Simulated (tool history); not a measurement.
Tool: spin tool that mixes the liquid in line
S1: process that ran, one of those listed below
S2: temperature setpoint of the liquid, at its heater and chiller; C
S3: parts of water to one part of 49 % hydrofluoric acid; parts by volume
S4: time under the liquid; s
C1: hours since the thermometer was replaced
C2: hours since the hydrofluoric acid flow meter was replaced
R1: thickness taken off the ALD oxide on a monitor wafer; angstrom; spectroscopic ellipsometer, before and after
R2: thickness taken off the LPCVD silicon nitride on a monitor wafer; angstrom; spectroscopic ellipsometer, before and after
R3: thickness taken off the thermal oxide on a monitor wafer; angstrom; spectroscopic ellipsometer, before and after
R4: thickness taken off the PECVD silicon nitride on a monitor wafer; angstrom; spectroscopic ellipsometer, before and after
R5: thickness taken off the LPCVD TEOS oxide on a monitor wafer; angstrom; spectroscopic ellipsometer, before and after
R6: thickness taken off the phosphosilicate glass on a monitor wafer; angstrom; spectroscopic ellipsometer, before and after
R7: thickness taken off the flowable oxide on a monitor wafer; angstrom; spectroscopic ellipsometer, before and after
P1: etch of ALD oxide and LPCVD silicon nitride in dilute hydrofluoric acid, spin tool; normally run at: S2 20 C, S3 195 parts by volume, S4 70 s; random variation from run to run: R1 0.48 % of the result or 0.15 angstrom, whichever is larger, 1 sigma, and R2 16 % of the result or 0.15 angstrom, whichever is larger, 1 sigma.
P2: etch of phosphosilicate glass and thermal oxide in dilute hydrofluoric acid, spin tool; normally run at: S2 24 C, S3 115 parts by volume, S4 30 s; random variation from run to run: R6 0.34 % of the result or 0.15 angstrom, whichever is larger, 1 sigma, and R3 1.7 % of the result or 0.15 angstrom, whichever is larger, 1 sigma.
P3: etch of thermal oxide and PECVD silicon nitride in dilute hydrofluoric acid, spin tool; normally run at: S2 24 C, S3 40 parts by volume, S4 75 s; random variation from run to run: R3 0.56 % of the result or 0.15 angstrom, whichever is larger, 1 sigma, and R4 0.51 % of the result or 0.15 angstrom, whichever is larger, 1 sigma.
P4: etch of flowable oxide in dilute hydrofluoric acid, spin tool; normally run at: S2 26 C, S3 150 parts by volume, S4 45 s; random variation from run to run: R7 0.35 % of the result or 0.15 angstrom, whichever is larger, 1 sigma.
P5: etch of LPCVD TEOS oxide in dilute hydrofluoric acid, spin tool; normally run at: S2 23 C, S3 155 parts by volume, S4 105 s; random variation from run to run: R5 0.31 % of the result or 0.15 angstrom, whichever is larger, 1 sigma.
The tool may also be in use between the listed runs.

{"run": 1, "hour": 7.1, "S1": "P1", "S2": 20, "S3": 195, "S4": 70, "C1": 377.3, "C2": 600.5, "R1": 68.633, "R2": 1.0969}
{"run": 2, "hour": 11.2, "S1": "P3", "S2": 17, "S3": 40, "S4": 75, "C1": 381.4, "C2": 604.6, "R3": 69.697, "R4": 62.219}
{"run": 3, "hour": 17.3, "S1": "P1", "S2": 20, "S3": 350, "S4": 70, "C1": 387.5, "C2": 610.7, "R1": 33.163, "R2": 0.82105}
{"run": 4, "hour": 25.5, "S1": "P1", "S2": 20, "S3": 195, "S4": 70, "C1": 395.7, "C2": 618.9, "R1": 69.38, "R2": 1.0678}
{"run": 5, "hour": 33.0, "S1": "P5", "S2": 23, "S3": 155, "S4": 105, "C1": 403.2, "C2": 626.4, "R5": 259.27}
{"run": 6, "hour": 40.9, "S1": "P1", "S2": 20, "S3": 195, "S4": 130, "C1": 411.1, "C2": 634.3, "R1": 128.07, "R2": 1.7455}
{"run": 7, "hour": 44.6, "S1": "P1", "S2": 24.5, "S3": 195, "S4": 70, "C1": 414.8, "C2": 638, "R1": 81.756, "R2": 1.7688}
{"run": 8, "hour": 49.3, "S1": "P2", "S2": 24, "S3": 115, "S4": 15, "C1": 419.5, "C2": 642.7, "R3": 6.5104, "R6": 87.009}
{"run": 9, "hour": 57.3, "S1": "P5", "S2": 23, "S3": 155, "S4": 20, "C1": 427.5, "C2": 650.7, "R5": 49.548}
{"run": 10, "hour": 62.8, "S1": "P2", "S2": 24, "S3": 115, "S4": 30, "C1": 433, "C2": 656.2, "R3": 13.072, "R6": 174.48}
{"run": 11, "hour": 70.5, "S1": "P4", "S2": 26, "S3": 150, "S4": 45, "C1": 440.7, "C2": 663.9, "R7": 63.785}
{"run": 12, "hour": 74.5, "S1": "P5", "S2": 30.5, "S3": 155, "S4": 105, "C1": 444.7, "C2": 667.9, "R5": 341.35}
{"run": 13, "hour": 78.1, "S1": "P4", "S2": 26, "S3": 150, "S4": 80, "C1": 448.3, "C2": 671.5, "R7": 112.91}
{"run": 14, "hour": 85.5, "S1": "P1", "S2": 20, "S3": 45, "S4": 70, "C1": 455.7, "C2": 678.9, "R1": 351.7, "R2": 6.0769}
{"run": 15, "hour": 93.7, "S1": "P1", "S2": 20, "S3": 195, "S4": 70, "C1": 463.9, "C2": 687.1, "R1": 68.199, "R2": 1.0967}
{"run": 16, "hour": 98.7, "S1": "P2", "S2": 24, "S3": 170, "S4": 30, "C1": 468.9, "C2": 692.1, "R3": 8.0953, "R6": 110.28}
{"run": 17, "hour": 105.6, "S1": "P1", "S2": 20, "S3": 195, "S4": 25, "C1": 475.8, "C2": 699, "R1": 24.323, "R2": 0.37579}
{"run": 18, "hour": 110.0, "S1": "P5", "S2": 23, "S3": 155, "S4": 105, "C1": 480.2, "C2": 703.4, "R5": 258.85}
{"run": 19, "hour": 117.6, "S1": "P1", "S2": 20, "S3": 195, "S4": 70, "C1": 487.8, "C2": 711, "R1": 68.703, "R2": 1.5801}
{"run": 20, "hour": 122.7, "S1": "P1", "S2": 20, "S3": 195, "S4": 70, "C1": 492.9, "C2": 716.1, "R1": 69.239, "R2": 1.5276}
{"run": 21, "hour": 127.2, "S1": "P2", "S2": 24, "S3": 115, "S4": 30, "C1": 497.4, "C2": 720.6, "R3": 13.069, "R6": 174.6}
{"run": 22, "hour": 134.7, "S1": "P1", "S2": 17, "S3": 195, "S4": 70, "C1": 504.9, "C2": 728.1, "R1": 60.847, "R2": 1.2281}
{"run": 23, "hour": 138.6, "S1": "P3", "S2": 24, "S3": 40, "S4": 20, "C1": 508.8, "C2": 732, "R3": 25.111, "R4": 26.775}
{"run": 24, "hour": 144.9, "S1": "P5", "S2": 23, "S3": 235, "S4": 105, "C1": 515.1, "C2": 738.3, "R5": 156.71}
{"run": 25, "hour": 152.7, "S1": "P4", "S2": 26, "S3": 55, "S4": 45, "C1": 522.9, "C2": 746.1, "R7": 195.39}
{"run": 26, "hour": 159.2, "S1": "P2", "S2": 30, "S3": 115, "S4": 30, "C1": 529.4, "C2": 752.6, "R3": 16.144, "R6": 220.14}
{"run": 27, "hour": 164.1, "S1": "P4", "S2": 26, "S3": 150, "S4": 45, "C1": 534.3, "C2": 757.5, "R7": 63.421}
{"run": 28, "hour": 170.2, "S1": "P1", "S2": 25.5, "S3": 195, "S4": 20, "C1": 540.4, "C2": 763.6, "R1": 24.016, "R2": 0.76496}
{"run": 29, "hour": 177.9, "S1": "P4", "S2": 31, "S3": 150, "S4": 45, "C1": 548.1, "C2": 771.3, "R7": 76.215}
{"run": 30, "hour": 184.5, "S1": "P3", "S2": 24, "S3": 60, "S4": 75, "C1": 554.7, "C2": 777.9, "R3": 60.706, "R4": 66.637}
{"run": 31, "hour": 189.0, "S1": "P1", "S2": 20, "S3": 195, "S4": 70, "C1": 559.2, "C2": 782.4, "R1": 68.034, "R2": 1.1038}
{"run": 32, "hour": 193.1, "S1": "P3", "S2": 24, "S3": 40, "S4": 75, "C1": 563.3, "C2": 786.5, "R3": 93.685, "R4": 99.467}
{"run": 33, "hour": 199.7, "S1": "P1", "S2": 20, "S3": 195, "S4": 70, "C1": 569.9, "C2": 793.1, "R1": 68.603, "R2": 0.70164}
{"run": 34, "hour": 203.8, "S1": "P1", "S2": 20, "S3": 195, "S4": 70, "C1": 574, "C2": 797.2, "R1": 68.45, "R2": 1.4125}
{"run": 35, "hour": 208.6, "S1": "P1", "S2": 20, "S3": 195, "S4": 70, "C1": 578.8, "C2": 802, "R1": 67.04, "R2": 1.0827}
{"run": 36, "hour": 214.2, "S1": "P1", "S2": 20, "S3": 195, "S4": 70, "C1": 584.4, "C2": 807.6, "R1": 66.395, "R2": 1.4295}
{"run": 37, "hour": 217.8, "S1": "P1", "S2": 20, "S3": 195, "S4": 70, "C1": 588, "C2": 811.2, "R1": 65.696, "R2": 1.2608}
{"run": 38, "hour": 221.7, "S1": "P1", "S2": 20, "S3": 195, "S4": 70, "C1": 591.9, "C2": 815.1, "R1": 65.066, "R2": 1.3301}
{"run": 39, "hour": 226.2, "S1": "P1", "S2": 20, "S3": 195, "S4": 70, "C1": 596.4, "C2": 819.6, "R1": 64.515, "R2": 1.0777}
{"run": 40, "hour": 232.6, "S1": "P1", "S2": 20, "S3": 195, "S4": 70, "C1": 602.8, "C2": 826, "R1": 64.544, "R2": 1.2799}
{"run": 41, "hour": 238.0, "S1": "P1", "S2": 20, "S3": 195, "S4": 70, "C1": 608.2, "C2": 831.4, "R1": 64.389, "R2": 1.5356}
{"run": 42, "hour": 244.6, "S1": "P1", "S2": 20, "S3": 195, "S4": 70, "C1": 614.8, "C2": 838, "R1": 64.141, "R2": 1.4455}
{"run": 43, "hour": 248.7, "S1": "P1", "S2": 20, "S3": 195, "S4": 70, "C1": 618.9, "C2": 842.1, "R1": 63.463, "R2": 1.5534}
{"run": 44, "hour": 252.2, "S1": "P1", "S2": 20, "S3": 195, "S4": 70, "C1": 622.4, "C2": 845.6, "R1": 64.644, "R2": 1.5918}
{"run": 45, "hour": 259.1, "S1": "P1", "S2": 20, "S3": 195, "S4": 70, "C1": 629.3, "C2": 852.5, "R1": 64.294, "R2": 1.523}

What P1 gives has crept away from where it was. These 2 causes fit the log equally well, each at the size given:
A: hydrofluoric acid flow below the setpoint (%) = 5.43
B: liquid colder than its thermometer reads (K) = 1.72
The creep began at about hour 203.8.

4 check runs are offered, one wafer each, their results left as question marks. Which one tells the causes apart?
{"run": "check 1", "hour": 266.0, "S1": "P3", "S2": 24, "S3": 40, "S4": 75, "R3": "?", "R4": "?"}
{"run": "check 2", "hour": 266.0, "S1": "P2", "S2": 24, "S3": 115, "S4": 30, "R3": "?", "R6": "?"}
{"run": "check 3", "hour": 266.0, "S1": "P4", "S2": 26, "S3": 150, "S4": 45, "R7": "?"}
{"run": "check 4", "hour": 266.0, "S1": "P5", "S2": 23, "S3": 155, "S4": 105, "R5": "?"}

What each check would give under each cause:
check=check_1 result=R3 if_A=88.598 if_B=87.467
check=check_1 result=R4 if_A=94.864 if_B=89.09
check=check_2 result=R3 if_A=12.296 if_B=12.243
check=check_2 result=R6 if_A=163.74 if_B=163.04
check=check_3 result=R7 if_A=59.465 if_B=59.528
check=check_4 result=R5 if_A=242.96 if_B=242.69
How far apart the two closest causes lie, in the result that separates them most: check 1 6.28 %; check 2 0.43 %; check 3 0.11 %; check 4 0.11 %
Only check 1 tells the causes apart: in the others they would give nearly the same result.

Then check 1 was run and gave: R3 89.03 angstrom; R4 95.125 angstrom. Which cause is it?

It is A: hydrofluoric acid flow below the setpoint (%).
